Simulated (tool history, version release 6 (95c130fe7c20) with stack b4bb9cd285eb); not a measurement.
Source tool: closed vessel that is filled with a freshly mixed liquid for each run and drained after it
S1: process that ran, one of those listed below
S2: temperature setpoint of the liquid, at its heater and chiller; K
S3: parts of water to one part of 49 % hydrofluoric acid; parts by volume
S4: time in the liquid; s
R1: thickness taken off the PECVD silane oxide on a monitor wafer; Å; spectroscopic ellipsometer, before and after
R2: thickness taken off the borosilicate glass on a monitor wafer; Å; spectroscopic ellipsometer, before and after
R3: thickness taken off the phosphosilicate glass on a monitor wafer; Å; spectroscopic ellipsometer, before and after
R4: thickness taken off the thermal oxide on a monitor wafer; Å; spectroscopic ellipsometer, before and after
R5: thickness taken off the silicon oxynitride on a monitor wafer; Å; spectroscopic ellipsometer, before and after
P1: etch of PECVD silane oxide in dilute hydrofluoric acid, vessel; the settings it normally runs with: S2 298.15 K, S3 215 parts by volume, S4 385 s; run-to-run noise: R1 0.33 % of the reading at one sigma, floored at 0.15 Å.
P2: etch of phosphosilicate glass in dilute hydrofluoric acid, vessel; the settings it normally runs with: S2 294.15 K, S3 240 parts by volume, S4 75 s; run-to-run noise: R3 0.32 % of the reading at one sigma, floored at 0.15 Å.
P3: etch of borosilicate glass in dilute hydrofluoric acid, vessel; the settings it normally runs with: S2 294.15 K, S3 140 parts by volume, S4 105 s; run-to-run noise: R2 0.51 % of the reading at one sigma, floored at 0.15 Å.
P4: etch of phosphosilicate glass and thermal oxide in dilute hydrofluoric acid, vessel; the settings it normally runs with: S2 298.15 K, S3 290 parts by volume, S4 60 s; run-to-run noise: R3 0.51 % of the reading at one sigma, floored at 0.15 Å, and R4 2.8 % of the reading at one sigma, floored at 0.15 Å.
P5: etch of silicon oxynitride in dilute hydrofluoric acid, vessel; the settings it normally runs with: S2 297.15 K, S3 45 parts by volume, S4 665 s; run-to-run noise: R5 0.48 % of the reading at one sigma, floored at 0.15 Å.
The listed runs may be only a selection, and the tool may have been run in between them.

run,day,S1,S2,S3,S4,R1,R2,R3,R4,R5
1,0.483,P1,298.15,215,385,322.49,,,,
2,1.208,P1,298.15,215,385,324.14,,,,
3,1.775,P3,294.15,140,30,,55.758,,,
4,2.367,P1,290.65,215,385,244.63,,,,
# day 2.542: hydrofluoric acid flow meter replaced
5,2.742,P1,298.15,215,755,629.1,,,,
6,3.104,P3,294.15,195,105,,132.55,,,
7,3.617,P3,294.15,140,105,,195.79,,,
8,4.133,P4,298.15,290,110,,,625.03,15.671,
9,4.779,P1,298.15,215,385,323.08,,,,
10,5.221,P1,298.15,215,160,134.73,,,,
11,5.642,P5,297.15,45,665,,,,,324.03
12,6.221,P1,304.65,215,385,406.71,,,,
13,6.854,P1,298.15,215,385,323.29,,,,
14,7.292,P4,293.15,290,60,,,286.93,6.5599,
15,7.746,P2,294.15,240,75,,,260.24,,
16,8.1,P2,294.15,240,75,,,258.01,,
17,8.596,P2,299.65,240,75,,,318.39,,
18,8.958,P5,297.15,45,30,,,,,14.691
19,9.754,P1,298.15,215,385,323.52,,,,
20,10.146,P4,298.15,95,60,,,1298.2,31.13,
21,10.675,P5,297.15,20,665,,,,,745.94
22,11.104,P2,294.15,355,75,,,158.01,,
23,11.521,P3,300.15,140,105,,244.14,,,
24,12.146,P5,291.65,45,665,,,,,248.88
25,12.85,P2,294.15,240,130,,,452.86,,
26,13.571,P3,294.15,140,105,,195.32,,,
27,14.283,P1,302.15,215,545,530.84,,,,
28,15.029,P1,298.15,305,385,207.46,,,,
29,15.625,P1,298.15,105,385,751.66,,,,
30,16.279,P4,298.15,290,60,,,342.13,8.6001,
31,17.071,P1,298.15,215,385,323.4,,,,
32,17.642,P1,298.15,215,385,313.69,,,,
33,18.25,P1,298.15,215,385,309.19,,,,
34,18.858,P1,298.15,215,385,308.63,,,,
35,19.525,P1,298.15,215,385,305.28,,,,
36,20.296,P1,298.15,215,385,303.63,,,,
37,20.904,P1,298.15,215,385,305.86,,,,
38,21.467,P1,298.15,215,385,304.63,,,,

P1 has crept away from where it was. The log is fitted equally well by each of these 2 causes, at the sizes shown:
A: liquid colder than its thermometer reads (K) = 1.77
B: hydrofluoric acid flow below the setpoint (%) = 5.08
Onset of the creep was near day 17.071.

Consider the 4 check runs below, whose results appear as question marks and each of which averages 5 wafers. Which one distinguishes the causes, in that each cause would give it a clearly different result?
check 1,22.029,P5,297.15,45,40,,,,,?
check 2,22.029,P3,299.15,180,105,,?,,,
check 3,22.029,P4,298.15,200,60,,,?,?,
check 4,22.029,P2,298.15,240,125,,,?,,

What each check would give under each cause:
check,result,if A,if B
check 1,R5,17.929,18.533
check 2,R2,164.34,164.73
check 3,R3,510.66,511.44
check 3,R4,12.481,12.5
check 4,R3,469.95,469.07
Minimum pairwise separation of causes per check, each pair taken at its best-separating result: check 1 3.31 %; check 2 0.24 %; check 3 0.15 %; check 4 0.19 %
Of the check runs offered, only check 1 discriminates between the causes; the rest would read about the same regardless of which cause applies.

Check 1 has now been run. It gave: R5 18.619 Å. Which of the candidate causes is it?

The cause is B: hydrofluoric acid flow below the setpoint (%).
